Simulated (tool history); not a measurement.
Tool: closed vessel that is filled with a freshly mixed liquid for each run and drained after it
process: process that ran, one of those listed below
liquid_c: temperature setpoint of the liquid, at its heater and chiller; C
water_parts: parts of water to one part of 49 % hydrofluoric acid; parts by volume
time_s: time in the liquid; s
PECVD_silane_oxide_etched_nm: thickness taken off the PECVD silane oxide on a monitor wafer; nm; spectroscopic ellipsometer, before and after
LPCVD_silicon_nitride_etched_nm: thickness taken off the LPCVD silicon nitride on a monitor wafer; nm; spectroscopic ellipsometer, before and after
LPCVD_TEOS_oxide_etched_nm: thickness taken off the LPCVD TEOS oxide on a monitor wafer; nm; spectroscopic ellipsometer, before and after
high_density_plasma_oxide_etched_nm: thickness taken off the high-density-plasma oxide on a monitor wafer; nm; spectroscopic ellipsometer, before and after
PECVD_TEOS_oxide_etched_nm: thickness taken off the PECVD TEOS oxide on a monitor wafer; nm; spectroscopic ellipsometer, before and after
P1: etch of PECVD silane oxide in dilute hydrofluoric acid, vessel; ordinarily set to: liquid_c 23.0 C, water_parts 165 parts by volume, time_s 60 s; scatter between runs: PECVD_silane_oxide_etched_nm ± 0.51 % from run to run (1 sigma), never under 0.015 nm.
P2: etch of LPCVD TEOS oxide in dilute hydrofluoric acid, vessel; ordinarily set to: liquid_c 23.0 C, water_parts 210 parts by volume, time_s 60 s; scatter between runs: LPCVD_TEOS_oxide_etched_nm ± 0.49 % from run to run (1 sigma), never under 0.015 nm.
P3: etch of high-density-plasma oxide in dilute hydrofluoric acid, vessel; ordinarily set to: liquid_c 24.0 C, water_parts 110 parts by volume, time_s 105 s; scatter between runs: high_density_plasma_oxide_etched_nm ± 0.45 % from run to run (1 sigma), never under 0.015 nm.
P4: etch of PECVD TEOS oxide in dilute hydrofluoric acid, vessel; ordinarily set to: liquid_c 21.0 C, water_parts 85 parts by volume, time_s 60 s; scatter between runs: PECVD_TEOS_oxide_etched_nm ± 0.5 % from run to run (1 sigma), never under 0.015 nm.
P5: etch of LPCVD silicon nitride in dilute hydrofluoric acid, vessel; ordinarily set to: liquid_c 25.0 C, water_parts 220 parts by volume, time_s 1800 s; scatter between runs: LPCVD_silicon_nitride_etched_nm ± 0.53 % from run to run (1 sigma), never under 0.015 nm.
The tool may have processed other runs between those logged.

| run | hour | process | liquid_c | water_parts | time_s | PECVD_silane_oxide_etched_nm | LPCVD_silicon_nitride_etched_nm | LPCVD_TEOS_oxide_etched_nm | high_density_plasma_oxide_etched_nm | PECVD_TEOS_oxide_etched_nm |
|---|---|---|---|---|---|---|---|---|---|---|
| 1 | 8.7 | P1 | 23.0 | 165 | 60 | 11.7670 |  |  |  |  |
| 2 | 16.3 | P5 | 31.0 | 220 | 1800 |  | 7.1310 |  |  |  |
| 3 | 23.7 | P5 | 25.0 | 220 | 3545 |  | 9.8949 |  |  |  |
| 4 | 33.7 | P2 | 23.0 | 305 | 60 |  |  | 5.5378 |  |  |
| 5 | 45.4 | P1 | 23.0 | 240 | 30 | 3.7234 |  |  |  |  |
| 6 | 52.3 | P1 | 23.0 | 165 | 60 | 11.6020 |  |  |  |  |
| 7 | 58.2 | P3 | 24.0 | 195 | 105 |  |  |  | 2.4300 |  |
| 8 | 69.6 | P1 | 30.5 | 165 | 60 | 15.2660 |  |  |  |  |
| 9 | 82.0 | P4 | 21.0 | 150 | 60 |  |  |  |  | 9.1316 |
| 10 | 90.2 | P1 | 23.0 | 30 | 60 | 75.4610 |  |  |  |  |
| 11 | 103.3 | P3 | 24.0 | 110 | 105 |  |  |  | 4.6880 |  |
| 12 | 109.9 | P1 | 23.0 | 165 | 105 | 20.4170 |  |  |  |  |
| 13 | 119.8 | P2 | 17.0 | 210 | 60 |  |  | 6.9991 |  |  |
| 14 | 128.9 | P2 | 23.0 | 210 | 60 |  |  | 8.7682 |  |  |
| 15 | 138.4 | P1 | 23.0 | 245 | 60 | 7.2363 |  |  |  |  |
| 16 | 148.6 | P4 | 21.0 | 85 | 60 |  |  |  |  | 17.2750 |
| 17 | 158.4 | P5 | 25.0 | 220 | 1800 |  | 5.0617 |  |  |  |
| 18 | 168.6 | P2 | 23.0 | 210 | 120 |  |  | 17.6570 |  |  |
| 19 | 180.0 | P1 | 19.0 | 105 | 60 | 16.6550 |  |  |  |  |
| 20 | 192.1 | P3 | 24.0 | 110 | 190 |  |  |  | 8.6377 |  |
| 21 | 198.5 | P5 | 25.0 | 220 | 1800 |  | 5.0743 |  |  |  |
| 22 | 209.2 | P2 | 23.0 | 210 | 60 |  |  | 8.7835 |  |  |
| 23 | 219.4 | P1 | 18.5 | 165 | 60 | 9.8372 |  |  |  |  |
| 24 | 225.2 | P1 | 23.0 | 165 | 30 | 5.8581 |  |  |  |  |
| 25 | 235.4 | P1 | 31.0 | 85 | 60 | 33.9240 |  |  |  |  |
| 26 | 246.5 | P1 | 23.0 | 165 | 60 | 11.6360 |  |  |  |  |
| 27 | 259.0 | P3 | 20.5 | 110 | 105 |  |  |  | 4.1254 |  |
| 28 | 270.1 | P4 | 21.0 | 85 | 30 |  |  |  |  | 8.7492 |
| 29 | 281.5 | P5 | 25.0 | 35 | 1800 |  | 30.6440 |  |  |  |
| 30 | 290.6 | P4 | 25.5 | 85 | 60 |  |  |  |  | 20.8400 |
| 31 | 300.9 | P4 | 21.0 | 85 | 60 |  |  |  |  | 17.5310 |
| 32 | 308.0 | P1 | 23.0 | 165 | 60 | 11.6640 |  |  |  |  |
| 33 | 315.5 | P1 | 23.0 | 165 | 60 | 11.7210 |  |  |  |  |
| 34 | 322.1 | P1 | 23.0 | 165 | 60 | 11.3990 |  |  |  |  |
| 35 | 329.6 | P1 | 23.0 | 165 | 60 | 11.1430 |  |  |  |  |
| 36 | 339.9 | P1 | 23.0 | 165 | 60 | 10.8210 |  |  |  |  |
| 37 | 347.9 | P1 | 23.0 | 165 | 60 | 10.9740 |  |  |  |  |
| 38 | 360.9 | P1 | 23.0 | 165 | 60 | 10.8470 |  |  |  |  |
| 39 | 367.2 | P1 | 23.0 | 165 | 60 | 10.7200 |  |  |  |  |
| 40 | 380.5 | P1 | 23.0 | 165 | 60 | 10.8790 |  |  |  |  |

P1 no longer gives what it gave before; its output has crept away from where it was. The following 2 causes, each at its listed size, fit the log equally well:
A: hydrofluoric acid flow below the setpoint (%) = 6.53
B: liquid colder than its thermometer reads (K) = 2.08
Creep in the process output first set in at about hour 315.5.

4 check runs are offered, one wafer each, their results left as question marks. Which one tells the causes apart?
| check 1 | 393.8 | P5 | 28.0 | 220 | 2980 |  | ? |  |  |  |
| check 2 | 393.8 | P3 | 24.0 | 195 | 160 |  |  |  | ? |  |
| check 3 | 393.8 | P2 | 17.0 | 210 | 115 |  |  | ? |  |  |
| check 4 | 393.8 | P4 | 21.0 | 135 | 60 |  |  |  |  | ? |

What every check run would give for each of its results, assuming each possible cause in turn:
| check | result | if A | if B |
|---|---|---|---|
| check 1 | LPCVD_silicon_nitride_etched_nm | 9.3231 | 8.7922 |
| check 2 | high_density_plasma_oxide_etched_nm | 3.4110 | 3.4251 |
| check 3 | LPCVD_TEOS_oxide_etched_nm | 12.4050 | 12.3710 |
| check 4 | PECVD_TEOS_oxide_etched_nm | 9.5922 | 9.5360 |
Per check, the gap between the least separated pair of causes, taken in the result that splits them most: check 1 5.86 %; check 2 0.41 %; check 3 0.27 %; check 4 0.59 %
Check 1 is the one run that separates the causes; every other check would come out nearly the same whichever cause is at work.

The results of check 1 are: LPCVD_silicon_nitride_etched_nm 8.8004 nm. Based on these, which of the listed causes is it?

The correct cause is B, namely: liquid colder than its thermometer reads (K).
